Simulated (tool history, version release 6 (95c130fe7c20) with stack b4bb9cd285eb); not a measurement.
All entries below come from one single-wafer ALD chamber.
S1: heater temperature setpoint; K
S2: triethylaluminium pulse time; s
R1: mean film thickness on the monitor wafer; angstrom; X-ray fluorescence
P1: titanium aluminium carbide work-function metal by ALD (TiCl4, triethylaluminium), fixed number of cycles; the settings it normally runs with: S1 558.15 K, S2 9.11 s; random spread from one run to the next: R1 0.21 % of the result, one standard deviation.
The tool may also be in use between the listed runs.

| run | hour | S1 | S2 | R1 |
|---|---|---|---|---|
| 1 | 9.1 | 558.15 | 9.11 | 18.336 |
| 2 | 17.8 | 540.15 | 9.11 | 16.882 |
| 3 | 28.2 | 558.15 | 9.11 | 18.428 |
| 4 | 36.7 | 558.15 | 9.11 | 18.389 |
| 5 | 45.1 | 558.15 | 9.11 | 18.383 |
| 6 | 51.4 | 568.15 | 14.21 | 19.997 |
|  | 55.3 | triethylaluminium bottle replaced |
| 7 | 61.9 | 558.15 | 3.03 | 12.438 |
| 8 | 67.3 | 558.15 | 9.11 | 18.349 |
| 9 | 77.3 | 558.15 | 14.06 | 19.031 |
| 10 | 83.5 | 558.15 | 9.11 | 18.328 |
| 11 | 90.4 | 558.15 | 9.11 | 18.386 |
| 12 | 97.4 | 583.15 | 9.11 | 20.499 |
| 13 | 106.6 | 558.15 | 9.11 | 18.437 |
| 14 | 116.6 | 558.15 | 9.11 | 18.200 |
| 15 | 122.8 | 558.15 | 9.11 | 18.204 |
| 16 | 130.7 | 558.15 | 9.11 | 18.145 |
| 17 | 136.1 | 558.15 | 9.11 | 18.179 |
| 18 | 141.4 | 558.15 | 9.11 | 18.172 |
| 19 | 149.1 | 558.15 | 9.11 | 18.124 |
| 20 | 157.0 | 558.15 | 9.11 | 18.091 |
| 21 | 166.6 | 558.15 | 9.11 | 18.165 |
| 22 | 173.6 | 558.15 | 9.11 | 18.122 |

What P1 gives has crept away from where it was. These 2 causes fit the log equally well, each at the size given:
A: triethylaluminium dose below that of a fresh bottle (%) = 9.83
B: wafer temperature below the value expected at the setpoint (K) = 3.57
The drift started at roughly hour 106.6.

The check runs listed below each take one wafer, and their results are still question marks. Under which run would the listed causes lead to clearly different results?
| check 1 | 180.6 | 579.15 | 9.11 | ? |
| check 2 | 180.6 | 548.15 | 3.70 | ? |
| check 3 | 180.6 | 576.15 | 9.11 | ? |
| check 4 | 180.6 | 578.15 | 9.11 | ? |

Check results expected under each cause:
| check | result | if A | if B |
|---|---|---|---|
| check 1 | R1 | 19.838 | 19.862 |
| check 2 | R1 | 12.533 | 12.993 |
| check 3 | R1 | 19.585 | 19.605 |
| check 4 | R1 | 19.754 | 19.776 |
Smallest distance between any two causes, each pair judged by its most separating result, in per cent: check 1 0.12 %; check 2 3.61 %; check 3 0.1 %; check 4 0.11 %
Only in check 2 would the causes give clearly different results; in the remaining checks their results would be nearly the same.

After running check 2, the following was obtained: R1 12.980 angstrom. Which cause does this point to?

B is the cause: wafer temperature below the value expected at the setpoint (K).

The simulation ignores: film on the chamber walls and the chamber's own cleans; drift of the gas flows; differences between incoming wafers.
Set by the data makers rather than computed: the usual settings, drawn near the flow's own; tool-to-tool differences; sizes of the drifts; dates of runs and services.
